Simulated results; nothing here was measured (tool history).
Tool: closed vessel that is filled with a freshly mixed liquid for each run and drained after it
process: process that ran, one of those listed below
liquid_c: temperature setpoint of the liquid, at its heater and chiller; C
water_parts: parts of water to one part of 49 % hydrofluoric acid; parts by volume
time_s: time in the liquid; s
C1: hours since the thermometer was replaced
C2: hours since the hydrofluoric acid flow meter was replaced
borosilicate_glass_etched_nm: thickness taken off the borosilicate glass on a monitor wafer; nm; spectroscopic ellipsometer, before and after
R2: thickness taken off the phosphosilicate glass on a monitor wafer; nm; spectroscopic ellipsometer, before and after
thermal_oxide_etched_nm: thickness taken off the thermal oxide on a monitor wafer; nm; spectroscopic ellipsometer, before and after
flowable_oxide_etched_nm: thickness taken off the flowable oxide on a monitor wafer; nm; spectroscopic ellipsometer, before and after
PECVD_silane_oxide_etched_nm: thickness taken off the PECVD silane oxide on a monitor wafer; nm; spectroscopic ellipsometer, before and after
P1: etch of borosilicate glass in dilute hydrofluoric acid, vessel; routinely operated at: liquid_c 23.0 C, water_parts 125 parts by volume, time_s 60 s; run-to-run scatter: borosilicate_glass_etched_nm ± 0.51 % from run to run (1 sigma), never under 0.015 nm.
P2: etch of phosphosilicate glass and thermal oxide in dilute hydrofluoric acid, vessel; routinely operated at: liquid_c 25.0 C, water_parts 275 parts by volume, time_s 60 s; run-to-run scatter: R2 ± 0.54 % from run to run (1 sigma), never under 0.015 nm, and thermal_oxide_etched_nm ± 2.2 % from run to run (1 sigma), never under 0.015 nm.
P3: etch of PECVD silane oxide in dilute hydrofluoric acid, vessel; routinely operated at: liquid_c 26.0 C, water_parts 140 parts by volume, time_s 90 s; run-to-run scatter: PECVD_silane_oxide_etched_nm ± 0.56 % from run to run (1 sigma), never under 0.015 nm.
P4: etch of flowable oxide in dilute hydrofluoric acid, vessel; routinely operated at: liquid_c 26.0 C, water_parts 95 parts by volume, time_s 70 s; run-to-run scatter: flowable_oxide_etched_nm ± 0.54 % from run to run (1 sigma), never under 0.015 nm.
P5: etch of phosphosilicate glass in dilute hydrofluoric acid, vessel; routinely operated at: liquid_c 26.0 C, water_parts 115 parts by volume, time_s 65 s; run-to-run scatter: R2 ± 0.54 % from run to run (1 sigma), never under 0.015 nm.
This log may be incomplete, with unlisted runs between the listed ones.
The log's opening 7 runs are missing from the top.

{"run": 8, "hour": 96.5, "process": "P2", "liquid_c": 25.0, "water_parts": 275, "time_s": 30, "C1": 1595.9, "C2": 799.1, "R2": 8.5712, "thermal_oxide_etched_nm": 0.45543}
{"run": 9, "hour": 107.6, "process": "P2", "liquid_c": 25.0, "water_parts": 495, "time_s": 60, "C1": 1607.0, "C2": 810.2, "R2": 7.7374, "thermal_oxide_etched_nm": 0.39392}
{"run": 10, "hour": 116.3, "process": "P1", "liquid_c": 23.0, "water_parts": 185, "time_s": 60, "C1": 1615.7, "C2": 818.9, "borosilicate_glass_etched_nm": 14.437}
{"run": 11, "hour": 128.1, "process": "P4", "liquid_c": 26.0, "water_parts": 95, "time_s": 70, "C1": 1627.5, "C2": 830.7, "flowable_oxide_etched_nm": 25.77}
{"run": 12, "hour": 139.2, "process": "P1", "liquid_c": 23.0, "water_parts": 125, "time_s": 110, "C1": 1638.6, "C2": 841.8, "borosilicate_glass_etched_nm": 41.879}
{"run": 13, "hour": 155.1, "process": "P4", "liquid_c": 26.0, "water_parts": 95, "time_s": 30, "C1": 1654.5, "C2": 857.7, "flowable_oxide_etched_nm": 10.97}
{"run": 14, "hour": 165.2, "process": "P5", "liquid_c": 26.0, "water_parts": 115, "time_s": 30, "C1": 1664.6, "C2": 867.8, "R2": 24.519}
{"run": 15, "hour": 176.1, "process": "P1", "liquid_c": 19.0, "water_parts": 125, "time_s": 60, "C1": 1675.5, "C2": 878.7, "borosilicate_glass_etched_nm": 19.333}
{"run": 16, "hour": 187.0, "process": "P4", "liquid_c": 31.0, "water_parts": 95, "time_s": 70, "C1": 1686.4, "C2": 889.6, "flowable_oxide_etched_nm": 31.083}
{"run": 17, "hour": 202.1, "process": "P1", "liquid_c": 23.0, "water_parts": 125, "time_s": 60, "C1": 1701.5, "C2": 904.7, "borosilicate_glass_etched_nm": 22.854}
{"run": 18, "hour": 216.9, "process": "P3", "liquid_c": 26.0, "water_parts": 140, "time_s": 90, "C1": 1716.3, "C2": 919.5, "PECVD_silane_oxide_etched_nm": 19.485}
{"run": 19, "hour": 224.2, "process": "P1", "liquid_c": 23.0, "water_parts": 125, "time_s": 60, "C1": 1723.6, "C2": 926.8, "borosilicate_glass_etched_nm": 22.962}
{"run": 20, "hour": 235.1, "process": "P5", "liquid_c": 26.0, "water_parts": 35, "time_s": 65, "C1": 1734.5, "C2": 937.7, "R2": 195.0}
{"run": 21, "hour": 250.6, "process": "P1", "liquid_c": 23.0, "water_parts": 125, "time_s": 30, "C1": 1750.0, "C2": 953.2, "borosilicate_glass_etched_nm": 11.273}
{"run": 22, "hour": 264.2, "process": "P3", "liquid_c": 26.0, "water_parts": 30, "time_s": 90, "C1": 1763.6, "C2": 966.8, "PECVD_silane_oxide_etched_nm": 104.93}
{"run": 23, "hour": 272.3, "process": "P1", "liquid_c": 23.0, "water_parts": 125, "time_s": 60, "C1": 1771.7, "C2": 974.9, "borosilicate_glass_etched_nm": 22.989}
{"run": 24, "hour": 284.9, "process": "P1", "liquid_c": 28.5, "water_parts": 125, "time_s": 60, "C1": 1784.3, "C2": 987.5, "borosilicate_glass_etched_nm": 28.041}
{"run": 25, "hour": 298.2, "process": "P2", "liquid_c": 25.0, "water_parts": 275, "time_s": 60, "C1": 1797.6, "C2": 1000.8, "R2": 17.049, "thermal_oxide_etched_nm": 0.86988}
{"run": 26, "hour": 310.7, "process": "P5", "liquid_c": 26.0, "water_parts": 115, "time_s": 65, "C1": 1810.1, "C2": 1013.3, "R2": 53.522}
{"run": 27, "hour": 319.8, "process": "P1", "liquid_c": 23.0, "water_parts": 125, "time_s": 60, "C1": 1819.2, "C2": 1022.4, "borosilicate_glass_etched_nm": 22.852}
{"run": 28, "hour": 333.8, "process": "P5", "liquid_c": 30.5, "water_parts": 115, "time_s": 65, "C1": 1833.2, "C2": 1036.4, "R2": 62.739}
{"run": 29, "hour": 340.8, "process": "P1", "liquid_c": 23.0, "water_parts": 70, "time_s": 60, "C1": 1840.2, "C2": 1043.4, "borosilicate_glass_etched_nm": 43.355}
{"run": 30, "hour": 355.4, "process": "P3", "liquid_c": 26.0, "water_parts": 140, "time_s": 40, "C1": 1854.8, "C2": 1058.0, "PECVD_silane_oxide_etched_nm": 8.6839}
{"run": 31, "hour": 368.0, "process": "P4", "liquid_c": 26.0, "water_parts": 95, "time_s": 70, "C1": 1867.4, "C2": 1070.6, "flowable_oxide_etched_nm": 25.813}
{"run": 32, "hour": 376.7, "process": "P1", "liquid_c": 23.0, "water_parts": 125, "time_s": 60, "C1": 1876.1, "C2": 1079.3, "borosilicate_glass_etched_nm": 22.945}

Run 33 comes next. What will it give?
{"run": 33, "hour": 390.8, "process": "P1", "liquid_c": 23.0, "water_parts": 125, "time_s": 60, "C1": 1890.2, "C2": 1093.4, "borosilicate_glass_etched_nm": "?"}

{"run 33": {"borosilicate_glass_etched_nm": 21.984}}
